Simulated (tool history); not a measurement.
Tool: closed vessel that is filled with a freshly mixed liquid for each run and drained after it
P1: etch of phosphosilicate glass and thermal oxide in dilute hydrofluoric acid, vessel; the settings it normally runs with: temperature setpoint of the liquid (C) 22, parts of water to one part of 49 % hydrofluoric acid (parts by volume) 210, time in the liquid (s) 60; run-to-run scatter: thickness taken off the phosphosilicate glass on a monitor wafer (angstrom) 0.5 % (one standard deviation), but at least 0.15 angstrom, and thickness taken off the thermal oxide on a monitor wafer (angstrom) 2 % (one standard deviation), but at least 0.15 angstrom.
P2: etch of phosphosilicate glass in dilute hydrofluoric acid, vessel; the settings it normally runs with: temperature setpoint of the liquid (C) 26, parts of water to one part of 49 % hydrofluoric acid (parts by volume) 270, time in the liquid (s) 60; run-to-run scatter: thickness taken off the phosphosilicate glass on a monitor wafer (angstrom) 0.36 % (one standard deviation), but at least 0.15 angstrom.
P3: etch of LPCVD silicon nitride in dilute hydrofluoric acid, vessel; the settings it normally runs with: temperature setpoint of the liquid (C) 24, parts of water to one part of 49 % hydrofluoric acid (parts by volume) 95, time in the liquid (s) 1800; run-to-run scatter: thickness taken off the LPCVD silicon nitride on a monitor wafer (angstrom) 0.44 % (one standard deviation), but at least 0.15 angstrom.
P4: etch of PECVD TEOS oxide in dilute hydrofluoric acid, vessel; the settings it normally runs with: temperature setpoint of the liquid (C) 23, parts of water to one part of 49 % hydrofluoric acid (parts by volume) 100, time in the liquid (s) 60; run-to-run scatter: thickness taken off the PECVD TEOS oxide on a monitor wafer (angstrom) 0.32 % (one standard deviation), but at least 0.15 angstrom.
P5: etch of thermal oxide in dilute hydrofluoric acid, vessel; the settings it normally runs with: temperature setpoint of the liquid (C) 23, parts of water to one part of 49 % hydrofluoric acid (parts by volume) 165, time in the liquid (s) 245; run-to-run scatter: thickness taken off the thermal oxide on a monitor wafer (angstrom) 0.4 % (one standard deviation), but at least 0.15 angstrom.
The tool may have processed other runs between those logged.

run,day,process that ran,temperature setpoint of the liquid (C),parts of water to one part of 49 % hydrofluoric acid (parts by volume),time in the liquid (s),hours since the thermometer was replaced,hours since the hydrofluoric acid flow meter was replaced,thickness taken off the phosphosilicate glass on a monitor wafer (angstrom),thickness taken off the thermal oxide on a monitor wafer (angstrom),thickness taken off the LPCVD silicon nitride on a monitor wafer (angstrom),thickness taken off the PECVD TEOS oxide on a monitor wafer (angstrom)
1,0.146,P1,22,210,60,353.1,1022.5,239.9,10.617,,
2,0.388,P2,26,270,30,358.9,1028.3,98.594,,,
3,0.692,P3,24,165,1800,366.2,1035.6,,,46.048,
4,0.883,P1,22,210,60,370.8,1040.2,237.75,10.941,,
5,1.1,P5,17,165,245,376,1045.4,,50.107,,
6,1.288,P5,23,165,430,380.5,1049.9,,111.63,,
7,1.438,P4,17,100,60,384.1,1053.5,,,,128.26
8,1.708,P1,22,305,60,390.6,1060,149.93,6.7945,,
9,1.912,P2,26,70,60,395.5,1064.9,964.62,,,
10,2.246,P4,23,100,110,403.5,1072.9,,,,298.35
11,2.5,P1,22,210,60,409.6,1079,238.32,10.467,,
12,2.762,P1,27.5,210,60,415.9,1085.3,290.26,13.954,,
13,2.967,P1,22,210,60,420.8,1090.2,238.26,11.077,,
14,3.192,P1,22,105,60,426.2,1095.6,532.77,24.744,,
15,3.496,P1,22,210,115,433.5,1102.9,461.33,20.149,,
16,3.792,P5,23,165,245,440.6,1110,,63.144,,
17,3.979,P4,23,100,60,445.1,1114.5,,,,164.88
18,4.217,P2,26,270,60,450.8,1120.2,197.64,,,
19,4.492,P1,22,210,60,457.4,1126.8,239.03,10.873,,
20,4.679,P2,30.5,270,60,461.9,1131.3,229.93,,,
21,5,P5,23,295,245,469.6,1139,,31.176,,
22,5.271,P1,22,210,35,476.1,1145.5,139.75,6.1304,,
23,5.588,P3,24,95,1800,483.7,1153.1,,,79.56,
24,5.779,P1,26.5,210,30,488.3,1157.7,140,6.1818,,
25,5.996,P4,23,150,60,493.5,1162.9,,,,103.48
26,6.283,P1,17,210,60,500.4,1169.8,196.35,9.4775,,
27,6.446,P3,32,95,1800,504.3,1173.7,,,133.65,
28,6.662,P2,26,270,60,509.5,1178.9,198.29,,,
29,6.888,P3,24,95,820,514.9,1184.3,,,36.634,
30,7.208,P1,22,210,60,522.6,1192,239.86,11.069,,
31,7.492,P1,22,210,60,529.4,1198.8,239.01,10.759,,
32,7.679,P1,22,210,60,533.9,1203.3,243.14,11.08,,
33,7.967,P1,22,210,60,540.8,1210.2,254.96,11.495,,
34,8.246,P1,22,210,60,547.5,1216.9,256.81,11.159,,
35,8.517,P1,22,210,60,554,1223.4,257.78,11.947,,
36,8.717,P1,22,210,60,558.8,1228.2,259.95,11.781,,
37,8.962,P1,22,210,60,564.7,1234.1,258.8,12.129,,
38,9.275,P1,22,210,60,572.2,1241.6,259.9,11.468,,
39,9.6,P1,22,210,60,580,1249.4,261.91,11.74,,

The output of P1 has drifted from where it used to be. Each of the 2 causes below, taken at the size shown beside it, accounts for the log equally well:
A: hydrofluoric acid flow above the setpoint (%) = 7.56
B: liquid hotter than its thermometer reads (K) = 2.38
The creep began at about day 7.492.

Question marks stand in for the results of the 4 check runs listed below, each run on one wafer. Under which run would the listed causes show clearly different results?
check 1,9.925,P5,17,165,245,,,,?,,
check 2,9.925,P3,24,155,1800,,,,,?,
check 3,9.925,P2,26,110,60,,,?,,,
check 4,9.925,P4,23,135,60,,,,,,?

How each check would come out, cause by cause:
check,result,if A,if B
check 1,thickness taken off the thermal oxide on a monitor wafer (angstrom),54.606,55.242
check 2,thickness taken off the LPCVD silicon nitride on a monitor wafer (angstrom),52.915,57.297
check 3,thickness taken off the phosphosilicate glass on a monitor wafer (angstrom),632.93,638.09
check 4,thickness taken off the PECVD TEOS oxide on a monitor wafer (angstrom),126.84,127.86
Gap, in per cent, between the two causes that each check separates least, read from the result that separates them most: check 1 1.16 %; check 2 7.96 %; check 3 0.81 %; check 4 0.8 %
Check 2 tells the causes apart: in the others they would give nearly the same result.

Running check 2 produced the following: thickness taken off the LPCVD silicon nitride on a monitor wafer (angstrom) 52.811. Which one of the listed causes fits?

The cause is A: hydrofluoric acid flow above the setpoint (%).
